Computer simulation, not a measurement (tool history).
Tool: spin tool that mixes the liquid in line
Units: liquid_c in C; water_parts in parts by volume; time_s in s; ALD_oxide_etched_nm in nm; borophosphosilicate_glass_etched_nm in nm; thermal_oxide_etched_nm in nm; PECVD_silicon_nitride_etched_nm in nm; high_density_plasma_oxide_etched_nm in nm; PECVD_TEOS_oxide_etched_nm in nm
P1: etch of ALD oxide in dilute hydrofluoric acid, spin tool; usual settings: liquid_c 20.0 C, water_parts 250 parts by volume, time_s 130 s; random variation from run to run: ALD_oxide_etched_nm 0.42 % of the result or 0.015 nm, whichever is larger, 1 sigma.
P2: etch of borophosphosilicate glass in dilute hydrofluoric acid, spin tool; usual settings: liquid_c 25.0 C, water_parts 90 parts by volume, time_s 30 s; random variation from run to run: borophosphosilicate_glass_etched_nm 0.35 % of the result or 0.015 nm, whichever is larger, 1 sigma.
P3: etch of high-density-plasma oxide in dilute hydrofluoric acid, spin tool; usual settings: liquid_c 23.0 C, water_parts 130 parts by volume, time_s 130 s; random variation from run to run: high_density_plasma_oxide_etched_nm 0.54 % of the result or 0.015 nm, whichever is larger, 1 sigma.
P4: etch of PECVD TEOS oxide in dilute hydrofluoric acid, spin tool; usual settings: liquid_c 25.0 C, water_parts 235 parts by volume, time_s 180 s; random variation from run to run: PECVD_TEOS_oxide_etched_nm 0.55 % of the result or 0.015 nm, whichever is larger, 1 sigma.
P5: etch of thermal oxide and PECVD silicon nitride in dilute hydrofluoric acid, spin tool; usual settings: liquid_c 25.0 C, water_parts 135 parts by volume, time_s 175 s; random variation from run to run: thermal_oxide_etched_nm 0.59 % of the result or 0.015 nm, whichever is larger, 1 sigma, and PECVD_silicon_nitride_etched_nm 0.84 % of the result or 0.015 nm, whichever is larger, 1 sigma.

| run | hour | process | liquid_c | water_parts | time_s | ALD_oxide_etched_nm | borophosphosilicate_glass_etched_nm | thermal_oxide_etched_nm | PECVD_silicon_nitride_etched_nm | high_density_plasma_oxide_etched_nm | PECVD_TEOS_oxide_etched_nm |
|---|---|---|---|---|---|---|---|---|---|---|---|
| 1 | 7.8 | P1 | 20.0 | 250 | 130 | 4.99760 |  |  |  |  |  |
| 2 | 13.7 | P1 | 20.0 | 155 | 15 | 1.03430 |  |  |  |  |  |
| 3 | 21.0 | P2 | 17.0 | 90 | 30 |  | 17.485 |  |  |  |  |
| 4 | 28.2 | P1 | 20.0 | 250 | 20 | 0.75599 |  |  |  |  |  |
| 5 | 34.8 | P1 | 20.0 | 250 | 130 | 5.05520 |  |  |  |  |  |
| 6 | 44.0 | P5 | 32.0 | 135 | 175 |  |  | 7.4525 | 4.6042 |  |  |
| 7 | 51.9 | P5 | 25.0 | 135 | 175 |  |  | 5.8140 | 3.0355 |  |  |
| 8 | 59.6 | P5 | 25.0 | 220 | 175 |  |  | 3.2576 | 1.8469 |  |  |
| 9 | 67.6 | P3 | 23.0 | 225 | 130 |  |  |  |  | 3.6286 |  |
| 10 | 77.7 | P4 | 25.0 | 95 | 180 |  |  |  |  |  | 52.692 |
| 11 | 85.6 | P2 | 25.0 | 90 | 30 |  | 24.222 |  |  |  |  |
| 12 | 93.2 | P1 | 27.0 | 250 | 130 | 6.43640 |  |  |  |  |  |
| 13 | 100.1 | P1 | 20.0 | 250 | 130 | 5.00540 |  |  |  |  |  |
| 14 | 104.6 | P2 | 25.0 | 145 | 30 |  | 14.067 |  |  |  |  |
| 15 | 110.4 | P4 | 25.0 | 235 | 30 |  |  |  |  |  | 3.019 |
| 16 | 115.8 | P1 | 20.0 | 250 | 130 | 5.01690 |  |  |  |  |  |
| 17 | 125.7 | P5 | 25.0 | 135 | 315 |  |  | 10.5100 | 5.4178 |  |  |
| 18 | 130.4 | P1 | 20.0 | 250 | 130 | 4.97740 |  |  |  |  |  |
| 19 | 135.8 | P1 | 20.0 | 385 | 225 | 4.96680 |  |  |  |  |  |
| 20 | 141.1 | P3 | 23.0 | 130 | 240 |  |  |  |  | 12.7680 |  |
| 21 | 149.4 | P3 | 23.0 | 130 | 130 |  |  |  |  | 6.9165 |  |
| 22 | 156.4 | P3 | 23.0 | 130 | 130 |  |  |  |  | 6.9299 |  |
| 23 | 164.6 | P5 | 25.0 | 135 | 175 |  |  | 5.8532 | 2.9993 |  |  |
| 24 | 170.8 | P1 | 17.0 | 250 | 130 | 4.44980 |  |  |  |  |  |
| 25 | 180.8 | P1 | 20.0 | 250 | 130 | 4.97340 |  |  |  |  |  |
| 26 | 189.3 | P1 | 20.0 | 385 | 35 | 0.77872 |  |  |  |  |  |
| 27 | 196.6 | P1 | 20.0 | 145 | 130 | 9.58650 |  |  |  |  |  |
| 28 | 201.7 | P3 | 17.0 | 130 | 130 |  |  |  |  | 5.4564 |  |
| 29 | 209.9 | P2 | 25.0 | 90 | 15 |  | 12.171 |  |  |  |  |
| 30 | 214.8 | P4 | 20.5 | 235 | 180 |  |  |  |  |  | 15.244 |
| 31 | 223.6 | P1 | 20.0 | 250 | 265 | 10.15200 |  |  |  |  |  |
| 32 | 229.4 | P4 | 25.0 | 235 | 180 |  |  |  |  |  | 18.109 |
| 33 | 234.8 | P1 | 20.0 | 410 | 130 | 2.65210 |  |  |  |  |  |
| 34 | 244.0 | P1 | 20.0 | 250 | 130 | 5.03810 |  |  |  |  |  |
| 35 | 248.7 | P1 | 20.0 | 250 | 130 | 4.91140 |  |  |  |  |  |
| 36 | 255.6 | P1 | 20.0 | 250 | 130 | 4.79150 |  |  |  |  |  |
| 37 | 263.0 | P1 | 20.0 | 250 | 130 | 4.78930 |  |  |  |  |  |
| 38 | 271.2 | P1 | 20.0 | 250 | 130 | 4.69900 |  |  |  |  |  |
| 39 | 275.7 | P1 | 20.0 | 250 | 130 | 4.64930 |  |  |  |  |  |
| 40 | 282.7 | P1 | 20.0 | 250 | 130 | 4.65050 |  |  |  |  |  |
| 41 | 289.0 | P1 | 20.0 | 250 | 130 | 4.67630 |  |  |  |  |  |
| 42 | 299.0 | P1 | 20.0 | 250 | 130 | 4.62540 |  |  |  |  |  |
| 43 | 304.6 | P1 | 20.0 | 250 | 130 | 4.58450 |  |  |  |  |  |
| 44 | 312.1 | P1 | 20.0 | 250 | 130 | 4.59950 |  |  |  |  |  |
| 45 | 317.5 | P1 | 20.0 | 250 | 130 | 4.63670 |  |  |  |  |  |

What P1 gives has crept away from where it was. These 2 causes fit the log equally well, each at the size given:
A: liquid colder than its thermometer reads (K) = 2.23
B: hydrofluoric acid flow below the setpoint (%) = 6.58
The creep began at about hour 244.0.

4 check runs are offered, one wafer each, their results left as question marks. Which one tells the causes apart?
| check 1 | 322.9 | P2 | 25.0 | 130 | 15 |  | ? |  |  |  |  |
| check 2 | 322.9 | P3 | 23.0 | 175 | 130 |  |  |  |  | ? |  |
| check 3 | 322.9 | P4 | 25.0 | 110 | 50 |  |  |  |  |  | ? |
| check 4 | 322.9 | P5 | 25.0 | 135 | 280 |  |  | ? | ? |  |  |

What each check would give under each cause:
| check | result | if A | if B |
|---|---|---|---|
| check 1 | borophosphosilicate_glass_etched_nm | 7.3352 | 7.3905 |
| check 2 | high_density_plasma_oxide_etched_nm | 4.4971 | 4.5168 |
| check 3 | PECVD_TEOS_oxide_etched_nm | 11.403 | 11.520 |
| check 4 | thermal_oxide_etched_nm | 8.5298 | 8.5888 |
| check 4 | PECVD_silicon_nitride_etched_nm | 4.1755 | 4.5111 |
How far apart the two closest causes lie, in the result that separates them most: check 1 0.75 %; check 2 0.44 %; check 3 1.02 %; check 4 7.73 %
Check 4 tells the causes apart: in the others they would give nearly the same result.

Then check 4 was run and gave: thermal_oxide_etched_nm 8.6302 nm; PECVD_silicon_nitride_etched_nm 4.5490 nm. Which cause is it?

It is B: hydrofluoric acid flow below the setpoint (%).
